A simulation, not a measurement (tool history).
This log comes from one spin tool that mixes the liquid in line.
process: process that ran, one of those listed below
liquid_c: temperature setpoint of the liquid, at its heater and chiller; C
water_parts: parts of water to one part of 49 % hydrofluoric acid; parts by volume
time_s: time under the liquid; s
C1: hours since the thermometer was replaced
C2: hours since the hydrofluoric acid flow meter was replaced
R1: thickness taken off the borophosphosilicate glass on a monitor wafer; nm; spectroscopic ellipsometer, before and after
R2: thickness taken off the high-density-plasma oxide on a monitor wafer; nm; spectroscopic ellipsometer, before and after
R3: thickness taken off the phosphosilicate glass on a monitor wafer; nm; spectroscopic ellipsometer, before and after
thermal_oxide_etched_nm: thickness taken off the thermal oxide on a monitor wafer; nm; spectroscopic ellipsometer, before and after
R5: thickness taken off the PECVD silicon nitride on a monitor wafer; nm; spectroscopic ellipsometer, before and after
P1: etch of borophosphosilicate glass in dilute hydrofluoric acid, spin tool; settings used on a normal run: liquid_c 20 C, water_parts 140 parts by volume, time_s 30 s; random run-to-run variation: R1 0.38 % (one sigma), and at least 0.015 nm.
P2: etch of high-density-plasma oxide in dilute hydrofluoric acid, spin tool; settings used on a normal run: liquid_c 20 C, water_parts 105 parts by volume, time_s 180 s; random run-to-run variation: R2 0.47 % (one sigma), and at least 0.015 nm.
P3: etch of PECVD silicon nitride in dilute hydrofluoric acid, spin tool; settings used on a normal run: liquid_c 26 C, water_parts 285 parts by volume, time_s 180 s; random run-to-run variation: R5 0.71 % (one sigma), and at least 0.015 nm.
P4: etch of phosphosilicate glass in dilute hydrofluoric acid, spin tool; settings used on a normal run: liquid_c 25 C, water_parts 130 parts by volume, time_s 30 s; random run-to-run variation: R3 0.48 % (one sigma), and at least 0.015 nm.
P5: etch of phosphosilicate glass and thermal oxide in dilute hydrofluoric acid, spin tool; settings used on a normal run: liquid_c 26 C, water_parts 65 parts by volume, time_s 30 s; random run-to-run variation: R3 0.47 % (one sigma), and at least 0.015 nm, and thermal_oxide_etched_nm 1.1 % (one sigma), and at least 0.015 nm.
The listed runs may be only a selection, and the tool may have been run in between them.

{"run": 1, "hour": 11.1, "process": "P1", "liquid_c": 20, "water_parts": 140, "time_s": 30, "C1": 713.2, "C2": 644.6, "R1": 8.3462}
{"run": 2, "hour": 20.7, "process": "P2", "liquid_c": 20, "water_parts": 105, "time_s": 180, "C1": 722.8, "C2": 654.2, "R2": 7.4564}
{"run": 3, "hour": 26.6, "process": "P1", "liquid_c": 20, "water_parts": 140, "time_s": 30, "C1": 728.7, "C2": 660.1, "R1": 8.3751}
{"run": 4, "hour": 37.0, "process": "P4", "liquid_c": 20.5, "water_parts": 130, "time_s": 30, "C1": 739.1, "C2": 670.5, "R3": 26.797}
{"run": 5, "hour": 47.8, "process": "P5", "liquid_c": 21, "water_parts": 65, "time_s": 30, "C1": 749.9, "C2": 681.3, "R3": 61.362, "thermal_oxide_etched_nm": 2.0614}
{"run": 6, "hour": 54.8, "process": "P1", "liquid_c": 27, "water_parts": 140, "time_s": 30, "C1": 756.9, "C2": 688.3, "R1": 10.995}
{"run": 7, "hour": 61.1, "process": "P3", "liquid_c": 26, "water_parts": 285, "time_s": 80, "C1": 763.2, "C2": 694.6, "R5": 1.5506}
{"run": 8, "hour": 68.5, "process": "P5", "liquid_c": 26, "water_parts": 20, "time_s": 30, "C1": 770.6, "C2": 702, "R3": 260.97, "thermal_oxide_etched_nm": 8.8351}
{"run": 9, "hour": 74.8, "process": "P3", "liquid_c": 26, "water_parts": 285, "time_s": 180, "C1": 776.9, "C2": 708.3, "R5": 3.4658}
{"run": 10, "hour": 86.2, "process": "P1", "liquid_c": 17, "water_parts": 140, "time_s": 30, "C1": 788.3, "C2": 719.7, "R1": 7.4543}
{"run": 11, "hour": 94.4, "process": "P5", "liquid_c": 26, "water_parts": 65, "time_s": 15, "C1": 796.5, "C2": 727.9, "R3": 37.717, "thermal_oxide_etched_nm": 1.3041}
{"run": 12, "hour": 102.1, "process": "P1", "liquid_c": 20, "water_parts": 140, "time_s": 60, "C1": 804.2, "C2": 735.6, "R1": 16.804}
{"run": 13, "hour": 111.3, "process": "P2", "liquid_c": 28, "water_parts": 105, "time_s": 180, "C1": 813.4, "C2": 744.8, "R2": 10.158}
{"run": 14, "hour": 121.4, "process": "P5", "liquid_c": 26, "water_parts": 65, "time_s": 30, "C1": 823.5, "C2": 754.9, "R3": 74.955, "thermal_oxide_etched_nm": 2.5062}
{"run": 15, "hour": 130.5, "process": "P1", "liquid_c": 20, "water_parts": 35, "time_s": 30, "C1": 832.6, "C2": 764, "R1": 37.418}
{"run": 16, "hour": 138.5, "process": "P1", "liquid_c": 20, "water_parts": 240, "time_s": 30, "C1": 840.6, "C2": 772, "R1": 4.4552}
{"run": 17, "hour": 147.9, "process": "P3", "liquid_c": 19, "water_parts": 285, "time_s": 180, "C1": 850, "C2": 781.4, "R5": 2.2561}
{"run": 18, "hour": 156.3, "process": "P1", "liquid_c": 20, "water_parts": 140, "time_s": 15, "C1": 858.4, "C2": 789.8, "R1": 4.2033}
{"run": 19, "hour": 168.9, "process": "P4", "liquid_c": 25, "water_parts": 195, "time_s": 30, "C1": 871, "C2": 802.4, "R3": 19.786}
{"run": 20, "hour": 182.0, "process": "P4", "liquid_c": 25, "water_parts": 130, "time_s": 30, "C1": 884.1, "C2": 815.5, "R3": 31.953}
{"run": 21, "hour": 189.8, "process": "P1", "liquid_c": 20, "water_parts": 220, "time_s": 50, "C1": 891.9, "C2": 823.3, "R1": 8.2159}
{"run": 22, "hour": 196.4, "process": "P2", "liquid_c": 20, "water_parts": 105, "time_s": 55, "C1": 898.5, "C2": 829.9, "R2": 2.2718}
{"run": 23, "hour": 202.8, "process": "P1", "liquid_c": 20, "water_parts": 140, "time_s": 30, "C1": 904.9, "C2": 836.3, "R1": 8.3335}
{"run": 24, "hour": 210.0, "process": "P1", "liquid_c": 20, "water_parts": 140, "time_s": 30, "C1": 912.1, "C2": 843.5, "R1": 8.3443}
{"run": 25, "hour": 218.6, "process": "P3", "liquid_c": 26, "water_parts": 425, "time_s": 180, "C1": 920.7, "C2": 852.1, "R5": 2.3349}
{"run": 26, "hour": 228.0, "process": "P1", "liquid_c": 20, "water_parts": 140, "time_s": 30, "C1": 930.1, "C2": 861.5, "R1": 8.3881}
{"run": 27, "hour": 240.2, "process": "P4", "liquid_c": 25, "water_parts": 130, "time_s": 60, "C1": 942.3, "C2": 873.7, "R3": 64.706}
{"run": 28, "hour": 246.5, "process": "P1", "liquid_c": 24, "water_parts": 85, "time_s": 30, "C1": 948.6, "C2": 880, "R1": 17.141}
{"run": 29, "hour": 252.5, "process": "P2", "liquid_c": 20, "water_parts": 155, "time_s": 180, "C1": 954.6, "C2": 886, "R2": 4.8127}
{"run": 30, "hour": 262.3, "process": "P1", "liquid_c": 20, "water_parts": 140, "time_s": 30, "C1": 964.4, "C2": 895.8, "R1": 8.3952}
{"run": 31, "hour": 273.4, "process": "P1", "liquid_c": 20, "water_parts": 140, "time_s": 30, "C1": 975.5, "C2": 906.9, "R1": 8.1252}
{"run": 32, "hour": 285.8, "process": "P1", "liquid_c": 20, "water_parts": 140, "time_s": 30, "C1": 987.9, "C2": 919.3, "R1": 7.9774}
{"run": 33, "hour": 298.1, "process": "P1", "liquid_c": 20, "water_parts": 140, "time_s": 30, "C1": 1000.2, "C2": 931.6, "R1": 7.8189}
{"run": 34, "hour": 304.3, "process": "P1", "liquid_c": 20, "water_parts": 140, "time_s": 30, "C1": 1006.4, "C2": 937.8, "R1": 7.8}
{"run": 35, "hour": 316.4, "process": "P1", "liquid_c": 20, "water_parts": 140, "time_s": 30, "C1": 1018.5, "C2": 949.9, "R1": 7.7769}
{"run": 36, "hour": 325.2, "process": "P1", "liquid_c": 20, "water_parts": 140, "time_s": 30, "C1": 1027.3, "C2": 958.7, "R1": 7.7419}
{"run": 37, "hour": 338.4, "process": "P1", "liquid_c": 20, "water_parts": 140, "time_s": 30, "C1": 1040.5, "C2": 971.9, "R1": 7.747}
{"run": 38, "hour": 344.3, "process": "P1", "liquid_c": 20, "water_parts": 140, "time_s": 30, "C1": 1046.4, "C2": 977.8, "R1": 7.7398}
{"run": 39, "hour": 354.4, "process": "P1", "liquid_c": 20, "water_parts": 140, "time_s": 30, "C1": 1056.5, "C2": 987.9, "R1": 7.7425}
{"run": 40, "hour": 360.5, "process": "P1", "liquid_c": 20, "water_parts": 140, "time_s": 30, "C1": 1062.6, "C2": 994, "R1": 7.6619}

Something has made what P1 gives creep away from where it was; the 2 causes below, each at its own stated size, fit the log equally well:
A: hydrofluoric acid flow below the setpoint (%) = 6.97
B: liquid colder than its thermometer reads (K) = 2.06
At approximately hour 262.3, the process output began to creep.

You are offered 4 check runs, listed below with question marks in place of their results; each one averages 2 wafers. Which run separates the listed causes by giving clearly different results for each?
{"run": "check 1", "hour": 366.6, "process": "P5", "liquid_c": 26, "water_parts": 65, "time_s": 30, "R3": "?", "thermal_oxide_etched_nm": "?"}
{"run": "check 2", "hour": 366.6, "process": "P2", "liquid_c": 20, "water_parts": 105, "time_s": 180, "R2": "?"}
{"run": "check 3", "hour": 366.6, "process": "P3", "liquid_c": 26, "water_parts": 285, "time_s": 180, "R5": "?"}
{"run": "check 4", "hour": 366.6, "process": "P4", "liquid_c": 25, "water_parts": 130, "time_s": 30, "R3": "?"}

Outcome of each check run for each possible cause:
check=check_1 result=R3 if_A=69.514 if_B=69.219
check=check_1 result=thermal_oxide_etched_nm if_A=2.3134 if_B=2.3035
check=check_2 result=R2 if_A=6.8385 if_B=6.81
check=check_3 result=R5 if_A=3.2388 if_B=3.0726
check=check_4 result=R3 if_A=29.614 if_B=29.732
Minimum pairwise separation of causes per check, each pair taken at its best-separating result: check 1 0.43 %; check 2 0.42 %; check 3 5.27 %; check 4 0.4 %
Check 3 tells the causes apart: in the others they would give nearly the same result.

The results of check 3 are: R5 3.2621 nm. Based on these, which of the listed causes is it?

Of the candidate causes, it is A: hydrofluoric acid flow below the setpoint (%).
